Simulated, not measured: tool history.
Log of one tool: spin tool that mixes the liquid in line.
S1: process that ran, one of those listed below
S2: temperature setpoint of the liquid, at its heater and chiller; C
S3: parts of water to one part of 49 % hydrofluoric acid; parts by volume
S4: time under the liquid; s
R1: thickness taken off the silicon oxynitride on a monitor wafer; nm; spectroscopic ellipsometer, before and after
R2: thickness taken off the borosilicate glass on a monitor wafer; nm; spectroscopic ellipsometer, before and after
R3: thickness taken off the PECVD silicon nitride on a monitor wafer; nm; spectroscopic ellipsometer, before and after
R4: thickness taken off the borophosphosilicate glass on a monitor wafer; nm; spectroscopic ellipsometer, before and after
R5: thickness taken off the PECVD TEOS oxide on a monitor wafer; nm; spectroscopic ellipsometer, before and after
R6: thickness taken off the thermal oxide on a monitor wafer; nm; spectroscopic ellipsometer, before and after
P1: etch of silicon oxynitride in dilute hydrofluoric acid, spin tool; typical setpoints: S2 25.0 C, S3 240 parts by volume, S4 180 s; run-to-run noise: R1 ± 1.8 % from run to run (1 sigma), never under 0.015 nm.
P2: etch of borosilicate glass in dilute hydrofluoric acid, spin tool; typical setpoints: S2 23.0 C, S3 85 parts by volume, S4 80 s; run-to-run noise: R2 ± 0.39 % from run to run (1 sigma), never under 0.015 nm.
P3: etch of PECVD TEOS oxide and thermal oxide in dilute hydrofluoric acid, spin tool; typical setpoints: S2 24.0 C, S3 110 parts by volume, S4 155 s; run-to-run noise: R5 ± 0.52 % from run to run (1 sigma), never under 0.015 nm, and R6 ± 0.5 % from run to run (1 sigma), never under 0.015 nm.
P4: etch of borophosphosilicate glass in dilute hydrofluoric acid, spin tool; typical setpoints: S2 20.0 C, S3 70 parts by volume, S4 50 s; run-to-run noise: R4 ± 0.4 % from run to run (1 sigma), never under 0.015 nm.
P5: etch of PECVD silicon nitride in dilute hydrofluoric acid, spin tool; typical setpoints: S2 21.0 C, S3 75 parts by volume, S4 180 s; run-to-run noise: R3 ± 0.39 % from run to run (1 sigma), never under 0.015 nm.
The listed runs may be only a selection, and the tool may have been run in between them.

run	day	S1	S2	S3	S4	R1	R2	R3	R4	R5	R6
1	0.200	P1	25.0	240	180	1.35050					
2	0.379	P2	23.0	85	80		24.537				
3	0.504	P1	25.0	240	180	1.33390					
4	0.646	P5	29.5	75	180			12.33900			
5	0.788	P4	20.0	70	50				26.6820		
6	0.925	P1	32.0	240	180	1.75560					
7	1.167	P5	21.0	75	180			7.00920			
8	1.279	P1	25.0	415	350	1.34540					
9	1.500	P1	25.0	240	180	1.26890					
10	1.708	P3	24.0	195	155					6.4629	3.33610
11	1.954	P5	21.0	25	180			20.34500			
12	2.121	P1	25.0	240	180	1.31280					
13	2.367	P1	25.0	240	15	0.10326					
14	2.579	P5	21.0	75	180			7.05440			
15	2.779	P3	24.0	110	155					12.4550	6.42150
16	2.917	P4	20.0	70	15				8.0238		
17	3.033	P3	32.0	110	155					16.9740	8.76890
18	3.200	P1	25.0	400	180	0.71567					
19	3.375	P1	25.0	240	180	1.34710					
20	3.558	P1	25.0	240	325	2.36850					
21	3.750	P1	21.0	65	180	4.56110					
22	3.883	P2	18.0	85	80		19.848				
23	4.112	P1	25.0	60	180	6.17530					
24	4.288	P4	20.0	70	50				26.3980		
25	4.462	P1	25.0	100	310	6.09090					
26	4.596	P5	21.0	75	15			0.61682			
27	4.817	P1	25.0	240	180	1.35880					
28	4.962	P4	20.0	125	50				13.9340		
29	5.175	P4	25.5	70	50				33.4970		
30	5.425	P2	23.0	135	80		14.499				
31	5.642	P2	23.0	85	15		4.595				
32	5.838	P3	24.0	110	15					1.2195	0.58901
33	5.983	P1	21.0	240	180	1.14270					
34	6.129	P1	25.0	240	180	1.35250					
35	6.254	P1	25.0	240	180	1.33070					
36	6.492	P1	25.0	240	180	1.20940					
37	6.683	P1	25.0	240	180	1.25620					
38	6.846	P1	25.0	240	180	1.22850					
39	7.042	P1	25.0	240	180	1.19470					
40	7.267	P1	25.0	240	180	1.17810					
41	7.438	P1	25.0	240	180	1.19930					

The output of P1 has drifted from where it used to be. Each of the 2 causes below, taken at the size shown beside it, accounts for the log equally well:
A: hydrofluoric acid flow below the setpoint (%) = 8.58
B: liquid colder than its thermometer reads (K) = 2.43
At approximately day 6.129, the process output began to creep.

Below are 4 check runs, each on a single wafer, with their results shown as question marks. Which of them would tell the listed causes apart, meaning the causes would give clearly different results under it?
check 1	7.608	P4	24.5	115	50				?		
check 2	7.608	P2	23.0	130	80		?				
check 3	7.608	P5	27.5	75	80			?			
check 4	7.608	P3	31.5	110	15					?	?

What each check would give under each cause:
check	result	if A	if B
check 1	R4	16.5870	16.7000
check 2	R2	13.653	13.754
check 3	R3	4.39010	4.09350
check 4	R5	1.4501	1.4711
check 4	R6	0.74948	0.76030
Per-check spread between the two closest causes, in the result where they differ most: check 1 0.68 %; check 2 0.73 %; check 3 6.99 %; check 4 1.43 %
The other checks would show nearly matching results whichever cause is true, so check 3 is the only one that separates the causes.

Check 3 has now been run. It gave: R3 4.39400 nm. Which of the candidate causes is it?

Of the candidate causes, it is A: hydrofluoric acid flow below the setpoint (%).

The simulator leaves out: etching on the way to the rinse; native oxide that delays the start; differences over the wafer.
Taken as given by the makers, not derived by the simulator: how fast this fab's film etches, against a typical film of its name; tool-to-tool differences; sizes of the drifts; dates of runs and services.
